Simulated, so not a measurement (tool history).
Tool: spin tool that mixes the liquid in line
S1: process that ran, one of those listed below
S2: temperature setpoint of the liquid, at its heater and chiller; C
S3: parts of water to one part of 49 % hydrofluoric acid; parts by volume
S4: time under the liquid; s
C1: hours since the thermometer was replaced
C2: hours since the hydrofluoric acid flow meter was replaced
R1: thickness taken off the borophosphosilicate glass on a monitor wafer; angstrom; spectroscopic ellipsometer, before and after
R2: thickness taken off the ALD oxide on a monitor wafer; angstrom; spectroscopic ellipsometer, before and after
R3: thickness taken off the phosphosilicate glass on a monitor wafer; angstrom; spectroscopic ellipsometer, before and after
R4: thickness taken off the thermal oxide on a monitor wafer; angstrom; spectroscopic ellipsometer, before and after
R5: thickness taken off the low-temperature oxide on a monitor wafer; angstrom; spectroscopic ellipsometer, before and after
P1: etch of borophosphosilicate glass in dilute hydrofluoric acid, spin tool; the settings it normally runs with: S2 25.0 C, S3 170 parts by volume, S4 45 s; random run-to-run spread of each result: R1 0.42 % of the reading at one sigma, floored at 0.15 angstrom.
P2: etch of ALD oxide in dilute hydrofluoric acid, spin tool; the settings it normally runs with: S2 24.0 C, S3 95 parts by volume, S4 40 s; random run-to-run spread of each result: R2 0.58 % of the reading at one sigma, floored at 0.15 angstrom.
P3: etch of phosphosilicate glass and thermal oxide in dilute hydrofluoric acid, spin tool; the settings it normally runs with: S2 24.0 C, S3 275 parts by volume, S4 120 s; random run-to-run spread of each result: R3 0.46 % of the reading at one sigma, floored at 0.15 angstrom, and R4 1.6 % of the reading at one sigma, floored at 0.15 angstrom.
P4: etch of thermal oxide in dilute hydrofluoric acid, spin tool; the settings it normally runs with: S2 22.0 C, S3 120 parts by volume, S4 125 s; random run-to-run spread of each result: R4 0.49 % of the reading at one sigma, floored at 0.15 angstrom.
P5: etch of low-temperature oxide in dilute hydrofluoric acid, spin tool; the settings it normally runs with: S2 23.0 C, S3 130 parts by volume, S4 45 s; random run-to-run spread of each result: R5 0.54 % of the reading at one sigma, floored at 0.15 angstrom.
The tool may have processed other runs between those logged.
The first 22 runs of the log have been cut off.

run,day,S1,S2,S3,S4,C1,C2,R1,R2,R3,R4,R5
23,13.458,P2,17.0,95,40,743.4,835.5,,104.550,,,
24,14.029,P4,22.0,120,195,757.1,849.2,,,,73.5050,
25,14.767,P1,25.0,170,45,774.8,866.9,168.430,,,,
26,15.475,P5,23.0,205,45,791.8,883.9,,,,,25.717
27,15.883,P4,22.0,120,125,801.6,893.7,,,,47.3040,
28,16.212,P4,22.0,25,125,809.5,901.6,,,,254.2200,
29,16.596,P2,24.0,175,40,818.7,910.8,,67.948,,,
30,16.983,P2,24.0,95,40,828.0,920.1,,137.700,,,
31,17.533,P3,24.0,425,120,841.2,933.3,,,294.49,9.3171,
32,18.267,P1,25.0,170,45,858.8,950.9,167.420,,,,
33,18.800,P1,25.0,170,45,871.6,963.7,172.110,,,,
34,19.388,P1,25.0,170,45,885.7,977.8,177.770,,,,
35,20.083,P1,25.0,170,45,902.4,994.5,178.710,,,,
36,20.608,P1,25.0,170,45,915.0,1007.1,180.250,,,,
37,20.946,P1,25.0,170,45,923.1,1015.2,180.860,,,,
38,21.292,P1,25.0,170,45,931.4,1023.5,182.140,,,,

Forecast run 39:
39,21.800,P1,25.0,170,45,943.6,1035.7,?,,,,

R1: 182.260 angstrom
